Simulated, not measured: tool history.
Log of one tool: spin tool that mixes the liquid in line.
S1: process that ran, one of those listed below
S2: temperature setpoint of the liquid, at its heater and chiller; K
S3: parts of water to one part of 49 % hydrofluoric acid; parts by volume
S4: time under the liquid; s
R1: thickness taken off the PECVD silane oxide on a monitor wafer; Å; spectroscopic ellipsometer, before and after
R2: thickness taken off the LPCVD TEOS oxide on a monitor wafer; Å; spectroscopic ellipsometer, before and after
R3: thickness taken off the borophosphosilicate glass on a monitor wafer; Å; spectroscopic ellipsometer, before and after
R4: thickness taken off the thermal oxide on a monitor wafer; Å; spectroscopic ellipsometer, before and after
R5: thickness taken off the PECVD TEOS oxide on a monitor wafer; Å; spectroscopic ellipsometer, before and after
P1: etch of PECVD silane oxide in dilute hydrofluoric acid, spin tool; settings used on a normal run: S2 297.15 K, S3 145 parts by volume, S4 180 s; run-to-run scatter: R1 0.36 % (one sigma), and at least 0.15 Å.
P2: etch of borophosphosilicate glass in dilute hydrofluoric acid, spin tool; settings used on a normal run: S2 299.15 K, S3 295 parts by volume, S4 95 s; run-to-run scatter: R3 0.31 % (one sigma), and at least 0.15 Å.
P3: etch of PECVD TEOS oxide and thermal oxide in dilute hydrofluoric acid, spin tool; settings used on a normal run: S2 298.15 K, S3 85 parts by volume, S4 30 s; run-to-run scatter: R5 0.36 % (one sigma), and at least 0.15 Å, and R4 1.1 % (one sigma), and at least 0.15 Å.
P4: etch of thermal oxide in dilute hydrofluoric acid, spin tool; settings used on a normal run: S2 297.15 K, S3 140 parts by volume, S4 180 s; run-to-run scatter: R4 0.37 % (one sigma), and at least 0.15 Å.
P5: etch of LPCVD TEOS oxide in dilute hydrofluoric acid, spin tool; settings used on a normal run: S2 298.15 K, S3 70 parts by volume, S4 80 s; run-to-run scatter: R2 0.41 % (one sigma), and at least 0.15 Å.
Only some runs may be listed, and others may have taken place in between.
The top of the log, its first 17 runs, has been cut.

run,hour,S1,S2,S3,S4,R1,R2,R3,R4,R5
18,71.2,P1,293.15,145,180,240.53,,,,
19,73.9,P3,298.15,85,45,,,,26.418,135.19
20,78.7,P1,297.15,145,180,282.39,,,,
21,82,P1,297.15,145,180,281.72,,,,
22,86.8,P3,292.15,85,30,,,,13.711,70.496
23,90.8,P1,297.15,30,180,1573,,,,
24,96,P4,297.15,140,180,,,,55.979,
25,98.7,P1,292.65,145,85,111.61,,,,
26,104.2,P1,297.15,145,180,282.6,,,,
27,106.9,P5,298.15,70,145,,764.38,,,
28,112.2,P4,297.15,140,55,,,,17.271,
29,115.7,P2,291.15,295,95,,,70.498,,
30,120.5,P5,298.15,70,80,,424.42,,,
31,123.7,P3,298.15,85,30,,,,17.687,90.297
32,126.9,P1,297.15,145,280,440.65,,,,
33,129.4,P1,297.15,145,180,283.05,,,,
34,134.5,P1,297.15,145,180,282.79,,,,
35,139.4,P1,297.15,145,180,272.84,,,,
36,143.2,P1,297.15,145,180,270.45,,,,
37,146.3,P1,297.15,145,180,268.13,,,,
38,151.7,P1,297.15,145,180,266.58,,,,

Forecast run 39:
39,156.5,P1,297.15,145,180,?,,,,

R1: 265.46 Å
